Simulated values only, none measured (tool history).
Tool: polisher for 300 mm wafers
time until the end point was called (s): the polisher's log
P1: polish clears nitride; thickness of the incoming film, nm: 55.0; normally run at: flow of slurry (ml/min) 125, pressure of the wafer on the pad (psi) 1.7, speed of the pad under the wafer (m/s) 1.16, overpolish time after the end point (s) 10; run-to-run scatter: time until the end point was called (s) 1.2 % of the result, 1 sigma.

| run | day | flow of slurry (ml/min) | pressure of the wafer on the pad (psi) | speed of the pad under the wafer (m/s) | overpolish time after the end point (s) | wafers polished on this pad | hours since the slurry nozzle was cleaned | hours since the head pressure was calibrated | time until the end point was called (s) |
|---|---|---|---|---|---|---|---|---|---|
| 1 | 0.650 | 125 | 1.7 | 1.16 | 10 | 560 | 70.2 | 129.2 | 102.990 |
| 2 | 1.200 | 125 | 1.7 | 1.80 | 10 | 685 | 83.4 | 142.4 | 65.742 |
| 3 | 1.688 | 175 | 2.4 | 1.16 | 10 | 796 | 95.1 | 154.1 | 67.964 |
| 4 | 2.212 | 125 | 1.7 | 0.82 | 10 | 916 | 107.7 | 166.7 | 144.700 |
| 5 | 2.583 | 195 | 1.7 | 1.16 | 10 | 1001 | 116.6 | 175.6 | 97.265 |
| 6 | 2.950 | 125 | 1.7 | 1.16 | 19 | 1084 | 125.4 | 184.4 | 103.050 |
| 7 | 3.392 | 125 | 1.0 | 1.16 | 10 | 1185 | 136.0 | 195.0 | 176.270 |
| 8 | 4.071 | 125 | 2.3 | 1.16 | 10 | 1340 | 152.3 | 211.3 | 75.970 |
| 9 | 4.488 | 75 | 1.7 | 1.16 | 10 | 1435 | 162.3 | 221.3 | 116.670 |
| 10 | 5.121 | 125 | 1.7 | 1.16 | 10 | 1579 | 177.5 | 236.5 | 104.600 |
| 11 | 5.771 | 125 | 1.7 | 1.16 | 10 | 1727 | 193.1 | 252.1 | 100.010 |
| 12 | 6.317 | 125 | 1.7 | 1.16 | 10 | 1852 | 206.2 | 265.2 | 104.230 |
| 13 | 6.988 | 125 | 1.7 | 1.16 | 4 | 2005 | 222.3 | 281.3 | 102.410 |
| 14 | 7.538 | 125 | 1.7 | 1.16 | 10 | 2130 | 235.5 | 294.5 | 100.980 |
| 15 | 8.196 | 125 | 1.7 | 1.16 | 10 | 2280 | 251.3 | 310.3 | 104.770 |
| 16 | 8.767 | 125 | 1.7 | 1.16 | 10 | 2411 | 265.0 | 324.0 | 108.500 |
| 17 | 9.179 | 125 | 1.7 | 1.16 | 10 | 2505 | 274.9 | 333.9 | 109.840 |
| 18 | 9.604 | 125 | 1.7 | 1.16 | 10 | 2602 | 285.1 | 344.1 | 111.480 |
| 19 | 10.138 | 125 | 1.7 | 1.16 | 10 | 2723 | 297.9 | 356.9 | 110.760 |
| 20 | 10.496 | 125 | 1.7 | 1.16 | 10 | 2805 | 306.5 | 365.5 | 111.560 |
| 21 | 10.912 | 125 | 1.7 | 1.16 | 10 | 2900 | 316.5 | 375.5 | 111.050 |
|  | 11.358 | head pressure recalibrated |
| 22 | 11.475 | 125 | 1.7 | 1.16 | 10 | 3028 | 330.0 | 2.9 | 113.980 |
| 23 | 12.054 | 125 | 1.7 | 1.16 | 10 | 3160 | 343.9 | 16.8 | 112.120 |
| 24 | 12.729 | 125 | 1.7 | 1.16 | 10 | 3314 | 360.1 | 33.0 | 112.460 |

What P1 gives has crept away from where it was. These 2 causes fit the log equally well, each at the size given:
A: removal rate lost through wear of the pad, % = 8.13
B: slurry flow missing at the pad, % = 29.8
The creep began at about day 7.538.
Why every other cause is out:
head's pressure below its setpoint, %: serviced at day 11.358, which brought nothing back

4 check runs are offered, each on 5 wafers whose results are averaged, their results left as question marks. Which one tells the causes apart?
| check 1 | 13.404 | 75 | 1.7 | 1.16 | 19 |  |  |  | ? |
| check 2 | 13.404 | 125 | 1.7 | 0.86 | 10 |  |  |  | ? |
| check 3 | 13.404 | 125 | 1.7 | 1.78 | 18 |  |  |  | ? |
| check 4 | 13.404 | 125 | 2.3 | 1.16 | 17 |  |  |  | ? |

What each check would give under each cause:
| check | result | if A | if B |
|---|---|---|---|
| check 1 | time until the end point was called (s) | 127.660 | 133.740 |
| check 2 | time until the end point was called (s) | 150.900 | 150.930 |
| check 3 | time until the end point was called (s) | 72.908 | 72.920 |
| check 4 | time until the end point was called (s) | 82.691 | 82.705 |
How far apart the two closest causes lie, in the result that separates them most: check 1 4.65 %; check 2 0.02 %; check 3 0.02 %; check 4 0.02 %
Check 1 tells the causes apart: in the others they would give nearly the same result.

Then check 1 was run and gave: time until the end point was called (s) 129.170. Which cause is it?

It is A: removal rate lost through wear of the pad, %.
